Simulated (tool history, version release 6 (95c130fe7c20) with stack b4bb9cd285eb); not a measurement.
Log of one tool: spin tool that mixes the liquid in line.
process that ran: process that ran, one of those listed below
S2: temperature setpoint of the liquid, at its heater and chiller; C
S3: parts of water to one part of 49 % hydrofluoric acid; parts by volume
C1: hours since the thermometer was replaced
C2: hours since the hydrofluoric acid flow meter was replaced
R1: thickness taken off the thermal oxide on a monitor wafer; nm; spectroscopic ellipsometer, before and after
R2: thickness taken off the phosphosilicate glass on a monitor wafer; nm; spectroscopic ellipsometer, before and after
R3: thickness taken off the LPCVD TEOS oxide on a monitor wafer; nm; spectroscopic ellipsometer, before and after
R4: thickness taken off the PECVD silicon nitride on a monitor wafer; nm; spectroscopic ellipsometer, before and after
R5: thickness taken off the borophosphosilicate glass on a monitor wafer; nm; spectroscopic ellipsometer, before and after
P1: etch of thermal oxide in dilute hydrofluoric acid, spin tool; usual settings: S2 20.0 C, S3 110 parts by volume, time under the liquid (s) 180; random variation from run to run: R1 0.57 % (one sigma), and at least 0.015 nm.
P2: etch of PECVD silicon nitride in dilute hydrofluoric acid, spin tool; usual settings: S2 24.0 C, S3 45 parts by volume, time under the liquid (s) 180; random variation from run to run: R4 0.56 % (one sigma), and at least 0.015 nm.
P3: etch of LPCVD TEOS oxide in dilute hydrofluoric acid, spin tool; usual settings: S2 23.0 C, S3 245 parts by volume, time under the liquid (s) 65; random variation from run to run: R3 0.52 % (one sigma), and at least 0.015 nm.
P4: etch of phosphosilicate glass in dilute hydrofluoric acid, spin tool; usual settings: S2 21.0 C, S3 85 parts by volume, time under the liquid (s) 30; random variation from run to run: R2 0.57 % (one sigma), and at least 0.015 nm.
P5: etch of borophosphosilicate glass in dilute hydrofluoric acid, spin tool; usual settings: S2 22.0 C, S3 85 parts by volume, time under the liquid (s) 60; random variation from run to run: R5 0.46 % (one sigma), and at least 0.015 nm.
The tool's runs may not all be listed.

run 1 hour=9.4 | process_that_ran=P1 S2=20.0 S3=110 time_under_the_liquid_(s)=180 | C1=1377.9 C2=688.3 | R1=6.40660
run 2 hour=19.4 | process_that_ran=P4 S2=21.0 S3=85 time_under_the_liquid_(s)=15 | C1=1387.9 C2=698.3 | R2=10.988
run 3 hour=24.7 | process_that_ran=P3 S2=23.0 S3=150 time_under_the_liquid_(s)=65 | C1=1393.2 C2=703.6 | R3=12.9350
run 4 hour=32.7 | process_that_ran=P1 S2=20.0 S3=55 time_under_the_liquid_(s)=180 | C1=1401.2 C2=711.6 | R1=13.70000
run 5 hour=39.4 | process_that_ran=P2 S2=24.0 S3=45 time_under_the_liquid_(s)=180 | C1=1407.9 C2=718.3 | R4=16.0740
run 6 hour=49.8 | process_that_ran=P1 S2=26.5 S3=110 time_under_the_liquid_(s)=180 | C1=1418.3 C2=728.7 | R1=8.26930
run 7 hour=59.0 | process_that_ran=P4 S2=21.0 S3=135 time_under_the_liquid_(s)=30 | C1=1427.5 C2=737.9 | R2=13.004
run 8 hour=64.2 | process_that_ran=P4 S2=17.0 S3=85 time_under_the_liquid_(s)=30 | C1=1432.7 C2=743.1 | R2=18.655
run 9 hour=71.7 | process_that_ran=P2 S2=24.0 S3=70 time_under_the_liquid_(s)=180 | C1=1440.2 C2=750.6 | R4=10.4660
run 10 hour=82.0 | process_that_ran=P2 S2=17.0 S3=45 time_under_the_liquid_(s)=180 | C1=1450.5 C2=760.9 | R4=9.8299
run 11 hour=91.4 | process_that_ran=P1 S2=20.0 S3=110 time_under_the_liquid_(s)=180 | C1=1459.9 C2=770.3 | R1=6.44360
run 12 hour=98.9 | process_that_ran=P2 S2=24.0 S3=45 time_under_the_liquid_(s)=325 | C1=1467.4 C2=777.8 | R4=29.0190
run 13 hour=106.7 | process_that_ran=P1 S2=20.0 S3=180 time_under_the_liquid_(s)=180 | C1=1475.2 C2=785.6 | R1=3.65650
run 14 hour=113.3 | process_that_ran=P1 S2=20.0 S3=165 time_under_the_liquid_(s)=80 | C1=1481.8 C2=792.2 | R1=1.78030
run 15 hour=120.1 | process_that_ran=P5 S2=22.0 S3=85 time_under_the_liquid_(s)=60 | C1=1488.6 C2=799.0 | R5=20.542
run 16 hour=127.6 | process_that_ran=P3 S2=23.0 S3=245 time_under_the_liquid_(s)=65 | C1=1496.1 C2=806.5 | R3=7.1420
run 17 hour=137.0 | process_that_ran=P1 S2=20.0 S3=110 time_under_the_liquid_(s)=180 | C1=1505.5 C2=815.9 | R1=6.49140
run 18 hour=142.5 | process_that_ran=P4 S2=21.0 S3=85 time_under_the_liquid_(s)=30 | C1=1511.0 C2=821.4 | R2=22.063
run 19 hour=148.8 | process_that_ran=P5 S2=22.0 S3=85 time_under_the_liquid_(s)=90 | C1=1517.3 C2=827.7 | R5=30.654
-- hour=149.2 hydrofluoric acid flow meter replaced
run 20 hour=154.5 | process_that_ran=P5 S2=28.5 S3=85 time_under_the_liquid_(s)=60 | C1=1523.0 C2=5.4 | R5=26.369
run 21 hour=162.0 | process_that_ran=P1 S2=20.0 S3=110 time_under_the_liquid_(s)=15 | C1=1530.5 C2=12.9 | R1=0.56422
run 22 hour=172.3 | process_that_ran=P3 S2=23.0 S3=245 time_under_the_liquid_(s)=15 | C1=1540.8 C2=23.2 | R3=1.6256
-- hour=174.3 thermometer replaced
run 23 hour=177.6 | process_that_ran=P1 S2=17.0 S3=110 time_under_the_liquid_(s)=180 | C1=3.3 C2=28.5 | R1=5.67060
run 24 hour=185.7 | process_that_ran=P1 S2=20.0 S3=110 time_under_the_liquid_(s)=285 | C1=11.4 C2=36.6 | R1=10.23000
run 25 hour=191.7 | process_that_ran=P1 S2=20.0 S3=110 time_under_the_liquid_(s)=180 | C1=17.4 C2=42.6 | R1=6.52740
run 26 hour=200.6 | process_that_ran=P3 S2=17.0 S3=245 time_under_the_liquid_(s)=65 | C1=26.3 C2=51.5 | R3=5.7154
run 27 hour=210.6 | process_that_ran=P5 S2=22.0 S3=125 time_under_the_liquid_(s)=60 | C1=36.3 C2=61.5 | R5=13.445
run 28 hour=215.4 | process_that_ran=P4 S2=21.0 S3=85 time_under_the_liquid_(s)=30 | C1=41.1 C2=66.3 | R2=22.049
run 29 hour=223.1 | process_that_ran=P1 S2=20.0 S3=110 time_under_the_liquid_(s)=180 | C1=48.8 C2=74.0 | R1=6.38670
run 30 hour=231.6 | process_that_ran=P1 S2=20.0 S3=110 time_under_the_liquid_(s)=180 | C1=57.3 C2=82.5 | R1=6.61020
run 31 hour=240.0 | process_that_ran=P1 S2=20.0 S3=110 time_under_the_liquid_(s)=180 | C1=65.7 C2=90.9 | R1=6.83300

Run 32 comes next. What will it give?
run 32 hour=245.7 | process_that_ran=P1 S2=20.0 S3=110 time_under_the_liquid_(s)=180 | C1=71.4 C2=96.6 | R1=?

{"run 32": {"R1": 6.7921}}
